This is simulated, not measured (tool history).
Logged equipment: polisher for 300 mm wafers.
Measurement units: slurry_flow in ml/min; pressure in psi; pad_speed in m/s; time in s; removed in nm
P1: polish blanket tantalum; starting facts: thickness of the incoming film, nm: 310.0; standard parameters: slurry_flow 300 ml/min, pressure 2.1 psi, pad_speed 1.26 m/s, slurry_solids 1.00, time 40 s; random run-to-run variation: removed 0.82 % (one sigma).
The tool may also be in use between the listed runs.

run   hour  slurry_flow  pressure  pad_speed  slurry_solids  time  wafers polished on this pad  hours since the slurry nozzle was cleaned  hours since the head pressure was calibrated  hours since the slurry blender was calibrated  removed
  1    4.8          300       2.1       1.26           1.00    40                          758                                      127.4                                          80.1                                           41.2   87.397
  2    9.1          300       2.1       1.26           1.00    52                          792                                      131.7                                          84.4                                           45.5  114.200
  3   13.5          300       2.1       1.26           1.00    40                          826                                      136.1                                          88.8                                           49.9   89.039
  4   18.2          300       2.1       1.26           1.00    24                          863                                      140.8                                          93.5                                           54.6   53.546
  5   21.7          300       2.1       1.26           1.00    40                          891                                      144.3                                          97.0                                           58.1   89.071
  6   27.1          300       1.2       1.26           1.00    40                          933                                      149.7                                         102.4                                           63.5   50.619
  7   30.2          300       2.1       1.26           1.00    40                          957                                      152.8                                         105.5                                           66.6   88.632
  8   33.1          180       2.1       1.26           1.00    60                          980                                      155.7                                         108.4                                           69.5  123.590
  9   38.3          300       3.0       1.26           1.00    40                         1021                                      160.9                                         113.6                                           74.7  125.310
 10   41.9          300       2.1       1.26           1.25    40                         1049                                      164.5                                         117.2                                           78.3   93.028
 11   44.3          300       2.1       1.26           1.00    40                         1068                                      166.9                                         119.6                                           80.7   88.534
 12   48.2          205       2.1       1.26           1.00    40                         1099                                      170.8                                         123.5                                           84.6   83.994
      52.1  -- slurry blender recalibrated
 13   53.0          300       1.6       1.26           1.00    51                         1137                                      175.6                                         128.3                                            1.0   85.241
 14   58.2          300       2.1       1.26           0.55    40                         1177                                      180.8                                         133.5                                            6.2   72.301
 15   61.4          415       2.1       1.26           1.00    40                         1203                                      184.0                                         136.7                                            9.4   90.206
 16   65.9          300       2.1       0.76           1.00    40                         1238                                      188.5                                         141.2                                           13.9   53.293
 17   69.9          300       2.1       1.26           1.00    40                         1269                                      192.5                                         145.2                                           17.9   88.467
 18   73.0          300       2.1       1.84           1.00    40                         1294                                      195.6                                         148.3                                           21.0  129.500
 19   78.5          300       2.1       1.26           1.00    40                         1337                                      201.1                                         153.8                                           26.5   88.983
 20   81.1          300       2.1       1.26           1.00    40                         1357                                      203.7                                         156.4                                           29.1   87.135
 21   85.5          300       2.1       1.26           1.00    40                         1392                                      208.1                                         160.8                                           33.5   83.860
 22   88.1          300       2.1       1.26           1.00    40                         1412                                      210.7                                         163.4                                           36.1   84.069
 23   91.3          300       2.1       1.26           1.00    40                         1438                                      213.9                                         166.6                                           39.3   82.926
 24   93.8          300       2.1       1.26           1.00    40                         1457                                      216.4                                         169.1                                           41.8   82.649
      96.7  -- slurry nozzle cleaned
 25   98.4          300       2.1       1.26           1.00    40                         1493                                        1.7                                         173.7                                           46.4   82.319
 26  103.4          300       2.1       1.26           1.00    40                         1533                                        6.7                                         178.7                                           51.4   82.434
     106.5  -- head pressure recalibrated
 27  107.8          300       2.1       1.26           1.00    40                         1567                                       11.1                                           1.3                                           55.8   81.985

Forecast run 28:
 28  110.4          300       2.1       1.26           1.00    40                         1588                                       13.7                                           3.9                                           58.4        ?

removed: 82.682 nm

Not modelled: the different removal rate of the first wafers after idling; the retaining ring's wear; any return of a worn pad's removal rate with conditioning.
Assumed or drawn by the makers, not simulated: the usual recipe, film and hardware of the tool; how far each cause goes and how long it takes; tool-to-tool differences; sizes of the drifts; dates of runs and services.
